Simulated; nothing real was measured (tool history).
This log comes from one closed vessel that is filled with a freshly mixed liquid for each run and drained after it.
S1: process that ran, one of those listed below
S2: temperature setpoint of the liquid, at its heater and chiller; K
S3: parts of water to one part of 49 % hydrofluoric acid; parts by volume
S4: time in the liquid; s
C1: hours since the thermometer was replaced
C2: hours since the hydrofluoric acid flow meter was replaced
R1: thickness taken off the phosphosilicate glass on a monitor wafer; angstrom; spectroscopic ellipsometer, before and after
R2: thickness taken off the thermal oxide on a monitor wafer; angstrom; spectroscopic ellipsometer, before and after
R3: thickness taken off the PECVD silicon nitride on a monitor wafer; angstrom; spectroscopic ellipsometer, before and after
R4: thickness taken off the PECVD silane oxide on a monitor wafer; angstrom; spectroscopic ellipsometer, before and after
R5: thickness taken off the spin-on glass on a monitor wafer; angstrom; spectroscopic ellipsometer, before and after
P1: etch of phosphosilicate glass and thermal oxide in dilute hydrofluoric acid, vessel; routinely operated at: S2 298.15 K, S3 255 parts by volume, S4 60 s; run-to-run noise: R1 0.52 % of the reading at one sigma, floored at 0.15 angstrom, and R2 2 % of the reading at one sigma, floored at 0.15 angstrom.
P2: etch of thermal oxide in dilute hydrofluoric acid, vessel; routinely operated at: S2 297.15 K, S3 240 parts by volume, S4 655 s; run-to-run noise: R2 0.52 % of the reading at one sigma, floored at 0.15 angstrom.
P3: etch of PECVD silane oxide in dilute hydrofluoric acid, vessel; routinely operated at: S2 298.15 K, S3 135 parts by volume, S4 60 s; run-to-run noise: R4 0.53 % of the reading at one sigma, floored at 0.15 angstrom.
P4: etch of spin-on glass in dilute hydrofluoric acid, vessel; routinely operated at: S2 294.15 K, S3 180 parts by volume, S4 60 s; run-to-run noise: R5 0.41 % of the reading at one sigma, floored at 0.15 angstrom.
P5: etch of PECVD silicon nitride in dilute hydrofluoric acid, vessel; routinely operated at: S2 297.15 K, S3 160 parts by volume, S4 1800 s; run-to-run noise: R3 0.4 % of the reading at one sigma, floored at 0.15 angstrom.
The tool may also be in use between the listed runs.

run   hour  S1      S2   S3    S4      C1      C2      R1      R2      R3      R4      R5
  1   15.5  P1  298.15  255    60  1541.5     736  124.48   10.05
  2   28.3  P5  290.15  160  1800  1554.3   748.8                  172.69
  3   43.2  P3  298.15  220    60  1569.2   763.7                          122.38
  4     51  P2  293.15  240   655    1577   771.5          94.933
  5   60.5  P4  290.15  180    60  1586.5     781                                   73.49
  6   76.1  P3  292.15  135    60  1602.1   796.6                          171.43
  7   83.3  P1  294.65  255    60  1609.3   803.8  108.14  9.2748
  8   98.6  P1  298.15  430    60  1624.6   819.1  62.477  4.9678
  9  112.3  P5  297.15   60  1800  1638.3   832.8                  721.49
 10  121.6  P4  294.15  180    60  1647.6   842.1                                  86.371
 11  135.4  P2  297.15  240    30  1661.4   855.9          5.0428
 12  150.8  P5  297.15  160  1800  1676.8   871.3                  271.65
 13    163  P1  298.15  440    30    1689   883.5  30.385  2.5885
 14  178.1  P1  298.15  255    30  1704.1   898.6   62.01  5.3955
 15  185.6  P4  294.15  325    60  1711.6   906.1                                  41.199
 16  195.8  P1  298.15  255    95  1721.8   916.3  194.87  15.835
 17    208  P2  297.15  240   655    1734   928.5           110.5
 18  221.7  P3  298.15  135    60  1747.7   942.2                          218.27
 19  234.1  P2  297.15  440   655  1760.1   954.6          49.532
 20  241.7  P1  304.65  255    90  1767.7   962.2  230.49   18.74
 21    252  P1  298.15  145    60    1778   972.5  247.19  19.405
 22  266.8  P1  298.15  255    60  1792.8   987.3  125.03  10.057
 23  275.8  P3  298.15  135   110  1801.8   996.3                          398.49
 24  291.7  P1  303.15  255    60  1817.7  1012.2  147.42  11.734
 25  307.4  P4  294.15  180    30  1833.4  1027.9                                  43.181
 26  323.6  P1  294.15  450    60  1849.6  1044.1   51.43  4.2866
 27  334.4  P5  297.15  160  2770  1860.4  1054.9                  422.43
 28  345.6  P1  298.15  255    60  1871.6  1066.1  124.79  9.7696
 29  360.7  P1  298.15  255    60  1886.7  1081.2  124.43  10.072

Run 30 is up next; what results do you expect?
 30  376.6  P3  298.15  135  60  1902.6  1097.1               ?

{"run 30": {"R4": 219.1}}
